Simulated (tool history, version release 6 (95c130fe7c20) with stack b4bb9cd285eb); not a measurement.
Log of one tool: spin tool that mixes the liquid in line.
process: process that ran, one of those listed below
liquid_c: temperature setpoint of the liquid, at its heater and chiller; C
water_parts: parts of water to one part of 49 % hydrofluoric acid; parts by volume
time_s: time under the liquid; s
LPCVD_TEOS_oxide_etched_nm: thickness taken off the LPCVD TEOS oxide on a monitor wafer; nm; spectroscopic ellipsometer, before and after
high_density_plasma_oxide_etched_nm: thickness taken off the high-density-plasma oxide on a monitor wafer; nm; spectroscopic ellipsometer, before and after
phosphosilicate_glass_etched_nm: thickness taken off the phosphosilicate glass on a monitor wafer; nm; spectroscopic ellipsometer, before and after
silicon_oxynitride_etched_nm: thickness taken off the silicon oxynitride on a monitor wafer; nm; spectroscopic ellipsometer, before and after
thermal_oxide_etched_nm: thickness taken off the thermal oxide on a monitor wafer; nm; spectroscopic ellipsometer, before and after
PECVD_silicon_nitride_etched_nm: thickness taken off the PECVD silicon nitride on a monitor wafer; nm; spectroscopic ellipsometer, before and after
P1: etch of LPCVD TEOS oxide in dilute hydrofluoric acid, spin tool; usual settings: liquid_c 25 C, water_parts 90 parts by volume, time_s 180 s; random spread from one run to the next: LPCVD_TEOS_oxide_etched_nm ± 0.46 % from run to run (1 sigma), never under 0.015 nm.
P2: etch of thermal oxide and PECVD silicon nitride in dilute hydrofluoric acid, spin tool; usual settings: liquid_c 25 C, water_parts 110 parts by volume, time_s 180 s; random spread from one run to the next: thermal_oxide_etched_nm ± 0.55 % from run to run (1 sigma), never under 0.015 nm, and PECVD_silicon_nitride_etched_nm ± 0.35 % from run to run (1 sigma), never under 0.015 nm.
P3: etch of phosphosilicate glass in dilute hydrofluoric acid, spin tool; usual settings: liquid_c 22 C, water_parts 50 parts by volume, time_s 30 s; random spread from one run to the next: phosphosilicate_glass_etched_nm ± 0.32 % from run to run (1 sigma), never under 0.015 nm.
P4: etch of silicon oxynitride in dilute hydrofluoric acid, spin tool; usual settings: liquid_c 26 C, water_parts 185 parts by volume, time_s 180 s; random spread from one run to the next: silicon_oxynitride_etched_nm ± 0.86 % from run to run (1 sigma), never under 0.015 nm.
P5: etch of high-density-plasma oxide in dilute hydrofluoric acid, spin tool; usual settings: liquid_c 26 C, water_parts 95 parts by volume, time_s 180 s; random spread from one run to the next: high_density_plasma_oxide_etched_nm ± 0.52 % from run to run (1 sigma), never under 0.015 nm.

run,hour,process,liquid_c,water_parts,time_s,LPCVD_TEOS_oxide_etched_nm,high_density_plasma_oxide_etched_nm,phosphosilicate_glass_etched_nm,silicon_oxynitride_etched_nm,thermal_oxide_etched_nm,PECVD_silicon_nitride_etched_nm
1,5.6,P1,25,90,180,35.712,,,,,
2,11.5,P1,25,90,180,35.756,,,,,
3,16.9,P5,26,95,180,,10.452,,,,
4,23.2,P5,26,40,180,,26.448,,,,
5,29.1,P1,25,90,180,35.844,,,,,
6,35,P1,25,90,180,35.529,,,,,
7,41.8,P5,32.5,95,180,,13.065,,,,
8,45.9,P3,22,50,30,,,49.381,,,
9,50.9,P1,25,90,35,6.9561,,,,,
10,57.2,P1,19,90,355,55.76,,,,,
11,60.7,P4,26,185,180,,,,2.8918,,
12,64.4,P4,32.5,185,180,,,,3.8129,,
13,69.8,P3,22,30,30,,,84.109,,,
# hour 72.7: thermometer replaced
# hour 73.8: hydrofluoric acid flow meter replaced
14,76,P2,25,110,75,,,,,3.1049,3.8032
15,83.1,P1,25,90,180,35.884,,,,,
16,87.3,P1,20,50,180,55.238,,,,,
17,94.1,P1,25,130,180,23.633,,,,,
18,100.1,P4,26,295,180,,,,1.6702,,
19,104,P5,26,95,360,,20.677,,,,
20,108.8,P2,25,110,180,,,,,7.4777,9.1
21,115.1,P4,26,185,290,,,,4.5437,,
22,120,P2,33,110,180,,,,,10.237,15.021
23,125.2,P1,33,90,180,48.706,,,,,
24,128.8,P3,26,50,30,,,58.265,,,
25,133.2,P1,25,50,180,67.938,,,,,
26,136.5,P1,18,90,180,26.743,,,,,
27,139.7,P1,25,90,180,35.561,,,,,
28,145.9,P1,25,90,365,72.714,,,,,
29,152.8,P3,22,50,45,,,73.909,,,
30,158.2,P2,25,165,180,,,,,4.6741,6.0646
31,162.3,P5,26,95,180,,10.305,,,,
32,167.5,P4,26,185,180,,,,2.9176,,
33,172,P3,22,50,30,,,49.51,,,
34,176.7,P1,25,90,180,35.835,,,,,
35,181,P1,25,90,180,35.709,,,,,
36,184.6,P1,25,90,180,35.193,,,,,
37,191.5,P1,25,90,180,34.35,,,,,
38,198.1,P1,25,90,180,33.924,,,,,
39,201.6,P1,25,90,180,33.981,,,,,
40,205.1,P1,25,90,180,33.66,,,,,
41,209.5,P1,25,90,180,33.576,,,,,

Compared with where it was, what P1 gives has crept away. Each cause listed below fits the log as well as the rest, at the size given for it:
A: liquid colder than its thermometer reads (K) = 1.42
B: hydrofluoric acid flow below the setpoint (%) = 4.92
At approximately hour 181, the process output began to creep.

Below are 4 check runs, each on a single wafer, with their results shown as question marks. Which of them would tell the listed causes apart, meaning the causes would give clearly different results under it?
check 1,213.9,P4,26,185,180,,,,?,,
check 2,213.9,P5,26,95,180,,?,,,,
check 3,213.9,P2,25,110,180,,,,,?,?
check 4,213.9,P3,22,50,30,,,?,,,

If the cause were each of the candidates in turn, the checks would give the following:
check,result,if A,if B
check 1,silicon_oxynitride_etched_nm,2.6805,2.6935
check 2,high_density_plasma_oxide_etched_nm,9.7421,9.7319
check 3,thermal_oxide_etched_nm,7.1249,7.1124
check 3,PECVD_silicon_nitride_etched_nm,8.3035,8.668
check 4,phosphosilicate_glass_etched_nm,46.345,46.62
How far apart the two closest causes lie, in the result that separates them most: check 1 0.49 %; check 2 0.1 %; check 3 4.3 %; check 4 0.59 %
Check 3 distinguishes between the causes, while the remaining checks would return nearly the same result for all of them.

Here is what check 3 returned: thermal_oxide_etched_nm 7.1725 nm; PECVD_silicon_nitride_etched_nm 8.7006 nm. Which cause is it?

The correct cause is B, namely: hydrofluoric acid flow below the setpoint (%).
